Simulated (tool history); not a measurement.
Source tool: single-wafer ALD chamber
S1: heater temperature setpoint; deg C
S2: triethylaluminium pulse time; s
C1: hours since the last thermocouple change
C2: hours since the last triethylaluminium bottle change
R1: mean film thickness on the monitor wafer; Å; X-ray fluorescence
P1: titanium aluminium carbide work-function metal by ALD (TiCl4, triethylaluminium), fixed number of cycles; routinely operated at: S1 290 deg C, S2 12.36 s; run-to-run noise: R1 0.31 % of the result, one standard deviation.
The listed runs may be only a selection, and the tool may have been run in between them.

run,hour,S1,S2,C1,C2,R1
1,16.7,290,12.36,924.2,792.7,19.514
2,30.1,276,16.80,937.6,806.1,18.385
3,39.5,314,12.36,947.0,815.5,21.578
4,49.6,290,12.36,957.1,825.6,19.396
5,62.8,290,16.84,970.3,838.8,19.675
6,72.8,290,12.36,980.3,848.8,19.383
7,88.5,290,12.36,996.0,864.5,19.449
8,101.6,290,12.36,1009.1,877.6,19.538
9,112.7,269,6.45,1020.2,888.7,15.918
10,128.4,279,6.90,1035.9,904.4,17.039
11,140.6,266,12.36,1048.1,916.6,17.426
12,158.8,290,6.18,1066.3,934.8,17.351
13,176.1,290,12.36,1083.6,952.1,19.502
14,192.3,290,12.36,1099.8,968.3,19.195
15,203.6,290,12.36,1111.1,979.6,19.108
16,219.0,290,12.36,1126.5,995.0,19.163
17,233.4,290,12.36,1140.9,1009.4,19.117
18,249.6,290,12.36,1157.1,1025.6,19.095
19,267.2,290,12.36,1174.7,1043.2,19.090

What P1 gives has crept off from where it sat before. The 2 causes that follow fit the log equally well, each at the size noted:
A: wafer temperature below the value expected at the setpoint (K) = 4.3
B: triethylaluminium dose below that of a fresh bottle (%) = 20.1
At approximately hour 176.1, the process output began to creep.

Listed below are the offered check runs, one wafer per run, with question marks in place of results. For which of them would the causes give clearly different outcomes?
check 1,284.8,304,12.36,,,?
check 2,284.8,272,12.36,,,?
check 3,284.8,267,12.36,,,?
check 4,284.8,290,7.91,,,?

How each check would come out, cause by cause:
check,result,if A,if B
check 1,R1,20.318,20.298
check 2,R1,17.533,17.555
check 3,R1,17.107,17.135
check 4,R1,18.096,17.510
How far apart the two closest causes lie, in the result that separates them most: check 1 0.1 %; check 2 0.13 %; check 3 0.16 %; check 4 3.29 %
Only in check 4 would the causes give clearly different results; in the remaining checks their results would be nearly the same.

Check 4 has now been run. It gave: R1 18.045 Å. Which of the candidate causes is it?

A is the cause: wafer temperature below the value expected at the setpoint (K).
